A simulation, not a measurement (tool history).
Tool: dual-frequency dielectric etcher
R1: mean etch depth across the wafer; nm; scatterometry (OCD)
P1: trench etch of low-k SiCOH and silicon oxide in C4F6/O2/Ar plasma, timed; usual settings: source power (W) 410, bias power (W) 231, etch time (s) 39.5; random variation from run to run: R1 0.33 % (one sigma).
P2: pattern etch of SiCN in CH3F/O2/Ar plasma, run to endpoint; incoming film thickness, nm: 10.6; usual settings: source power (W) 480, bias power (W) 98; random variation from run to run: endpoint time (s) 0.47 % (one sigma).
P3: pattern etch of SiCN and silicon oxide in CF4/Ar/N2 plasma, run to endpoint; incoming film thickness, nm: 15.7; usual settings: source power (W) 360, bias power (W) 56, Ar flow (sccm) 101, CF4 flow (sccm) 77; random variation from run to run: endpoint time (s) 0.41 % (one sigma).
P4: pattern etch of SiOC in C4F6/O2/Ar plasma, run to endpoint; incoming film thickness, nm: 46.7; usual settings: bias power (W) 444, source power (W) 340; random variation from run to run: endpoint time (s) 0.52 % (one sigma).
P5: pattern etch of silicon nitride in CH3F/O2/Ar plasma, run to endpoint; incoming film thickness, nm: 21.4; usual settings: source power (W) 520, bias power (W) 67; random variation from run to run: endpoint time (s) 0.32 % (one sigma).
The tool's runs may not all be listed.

{"run": 1, "hour": 3.9, "process that ran": "P1", "source power (W)": 410, "bias power (W)": 231, "etch time (s)": 39.5, "R1": 139.91}
{"run": 2, "hour": 8.1, "process that ran": "P3", "source power (W)": 360, "bias power (W)": 56, "Ar flow (sccm)": 101, "CF4 flow (sccm)": 60, "endpoint time (s)": 24.895}
{"run": 3, "hour": 11.8, "process that ran": "P1", "source power (W)": 310, "bias power (W)": 280, "etch time (s)": 39.5, "R1": 134.99}
{"hour": 14.4, "done": "bias power generator calibrated"}
{"run": 4, "hour": 16.2, "process that ran": "P3", "source power (W)": 360, "bias power (W)": 70, "Ar flow (sccm)": 101, "CF4 flow (sccm)": 77, "endpoint time (s)": 22.365}
{"run": 5, "hour": 21.5, "process that ran": "P1", "source power (W)": 410, "bias power (W)": 231, "etch time (s)": 39.5, "R1": 139.02}
{"run": 6, "hour": 26.5, "process that ran": "P4", "source power (W)": 340, "bias power (W)": 568, "endpoint time (s)": 16.142}
{"run": 7, "hour": 29.6, "process that ran": "P4", "source power (W)": 340, "bias power (W)": 444, "endpoint time (s)": 17.66}
{"run": 8, "hour": 32.5, "process that ran": "P1", "source power (W)": 410, "bias power (W)": 275, "etch time (s)": 39.5, "R1": 149.07}
{"run": 9, "hour": 36.9, "process that ran": "P3", "source power (W)": 360, "bias power (W)": 56, "Ar flow (sccm)": 80, "CF4 flow (sccm)": 77, "endpoint time (s)": 23.225}
{"run": 10, "hour": 39.5, "process that ran": "P1", "source power (W)": 260, "bias power (W)": 178, "etch time (s)": 39.5, "R1": 107.53}
{"run": 11, "hour": 44.3, "process that ran": "P1", "source power (W)": 410, "bias power (W)": 231, "etch time (s)": 39.5, "R1": 140.2}
{"run": 12, "hour": 49.3, "process that ran": "P5", "source power (W)": 520, "bias power (W)": 38, "endpoint time (s)": 33.694}
{"run": 13, "hour": 51.9, "process that ran": "P1", "source power (W)": 310, "bias power (W)": 177, "etch time (s)": 39.5, "R1": 114.48}
{"run": 14, "hour": 55.5, "process that ran": "P1", "source power (W)": 410, "bias power (W)": 231, "etch time (s)": 39.5, "R1": 139.71}
{"run": 15, "hour": 59.7, "process that ran": "P3", "source power (W)": 360, "bias power (W)": 56, "Ar flow (sccm)": 101, "CF4 flow (sccm)": 77, "endpoint time (s)": 24.01}
{"run": 16, "hour": 64.4, "process that ran": "P2", "source power (W)": 290, "bias power (W)": 98, "endpoint time (s)": 28.89}
{"run": 17, "hour": 69.0, "process that ran": "P4", "source power (W)": 470, "bias power (W)": 444, "endpoint time (s)": 15.724}
{"run": 18, "hour": 71.8, "process that ran": "P2", "source power (W)": 480, "bias power (W)": 98, "endpoint time (s)": 24.113}
{"run": 19, "hour": 74.7, "process that ran": "P3", "source power (W)": 360, "bias power (W)": 56, "Ar flow (sccm)": 101, "CF4 flow (sccm)": 77, "endpoint time (s)": 23.897}
{"run": 20, "hour": 78.3, "process that ran": "P1", "source power (W)": 410, "bias power (W)": 231, "etch time (s)": 55, "R1": 194.86}
{"run": 21, "hour": 83.4, "process that ran": "P5", "source power (W)": 520, "bias power (W)": 67, "endpoint time (s)": 28.274}
{"run": 22, "hour": 87.9, "process that ran": "P1", "source power (W)": 410, "bias power (W)": 231, "etch time (s)": 28.5, "R1": 101.6}
{"run": 23, "hour": 92.7, "process that ran": "P1", "source power (W)": 410, "bias power (W)": 142, "etch time (s)": 39.5, "R1": 120.34}
{"run": 24, "hour": 95.7, "process that ran": "P1", "source power (W)": 550, "bias power (W)": 231, "etch time (s)": 39.5, "R1": 157.15}
{"run": 25, "hour": 98.6, "process that ran": "P2", "source power (W)": 480, "bias power (W)": 133, "endpoint time (s)": 21.467}
{"run": 26, "hour": 102.0, "process that ran": "P2", "source power (W)": 480, "bias power (W)": 98, "endpoint time (s)": 23.876}
{"run": 27, "hour": 107.0, "process that ran": "P1", "source power (W)": 260, "bias power (W)": 231, "etch time (s)": 39.5, "R1": 117.81}
{"run": 28, "hour": 110.3, "process that ran": "P3", "source power (W)": 290, "bias power (W)": 56, "Ar flow (sccm)": 101, "CF4 flow (sccm)": 77, "endpoint time (s)": 28.968}
{"run": 29, "hour": 113.2, "process that ran": "P1", "source power (W)": 410, "bias power (W)": 231, "etch time (s)": 39.5, "R1": 139.69}
{"run": 30, "hour": 117.4, "process that ran": "P5", "source power (W)": 390, "bias power (W)": 67, "endpoint time (s)": 31.625}
{"run": 31, "hour": 120.5, "process that ran": "P1", "source power (W)": 410, "bias power (W)": 231, "etch time (s)": 39.5, "R1": 139.62}
{"run": 32, "hour": 124.2, "process that ran": "P1", "source power (W)": 410, "bias power (W)": 231, "etch time (s)": 39.5, "R1": 138.57}
{"run": 33, "hour": 128.6, "process that ran": "P1", "source power (W)": 410, "bias power (W)": 231, "etch time (s)": 39.5, "R1": 137.98}
{"hour": 131.2, "done": "wet clean of the chamber"}
{"run": 34, "hour": 132.8, "process that ran": "P1", "source power (W)": 410, "bias power (W)": 231, "etch time (s)": 39.5, "R1": 137.58}
{"run": 35, "hour": 136.2, "process that ran": "P1", "source power (W)": 410, "bias power (W)": 231, "etch time (s)": 39.5, "R1": 137.8}
{"run": 36, "hour": 138.6, "process that ran": "P1", "source power (W)": 410, "bias power (W)": 231, "etch time (s)": 39.5, "R1": 137.01}
{"run": 37, "hour": 143.6, "process that ran": "P1", "source power (W)": 410, "bias power (W)": 231, "etch time (s)": 39.5, "R1": 137.46}

What P1 gives has crept away from where it was. These 2 causes fit the log equally well, each at the size given:
A: bias power that arrives under what is set, % = 4.82
B: source power that arrives under what is set, % = 4.16
The creep began at about hour 120.5.
Why every other cause is out:
chamber walls in a state that lowers the etch rate, %: serviced at hour 131.2, which brought nothing back

4 check runs are offered, each on 2 wafers whose results are averaged, their results left as question marks. Which one tells the causes apart?
{"run": "check 1", "hour": 148.6, "process that ran": "P4", "source power (W)": 340, "bias power (W)": 444, "endpoint time (s)": "?"}
{"run": "check 2", "hour": 148.6, "process that ran": "P3", "source power (W)": 360, "bias power (W)": 56, "Ar flow (sccm)": 101, "CF4 flow (sccm)": 77, "endpoint time (s)": "?"}
{"run": "check 3", "hour": 148.6, "process that ran": "P5", "source power (W)": 520, "bias power (W)": 67, "endpoint time (s)": "?"}
{"run": "check 4", "hour": 148.6, "process that ran": "P2", "source power (W)": 480, "bias power (W)": 98, "endpoint time (s)": "?"}

What each check would give under each cause:
check=check_1 result=endpoint_time_(s) if_A=17.967 if_B=17.922
check=check_2 result=endpoint_time_(s) if_A=24.361 if_B=24.903
check=check_3 result=endpoint_time_(s) if_A=28.749 if_B=28.752
check=check_4 result=endpoint_time_(s) if_A=24.455 if_B=24.393
How far apart the two closest causes lie, in the result that separates them most: check 1 0.25 %; check 2 2.2 %; check 3 0.01 %; check 4 0.25 %
Only check 2 tells the causes apart: in the others they would give nearly the same result.

Check 2 was then run and gave: endpoint time (s) 24.349. Which cause is it?

It is A: bias power that arrives under what is set, %.
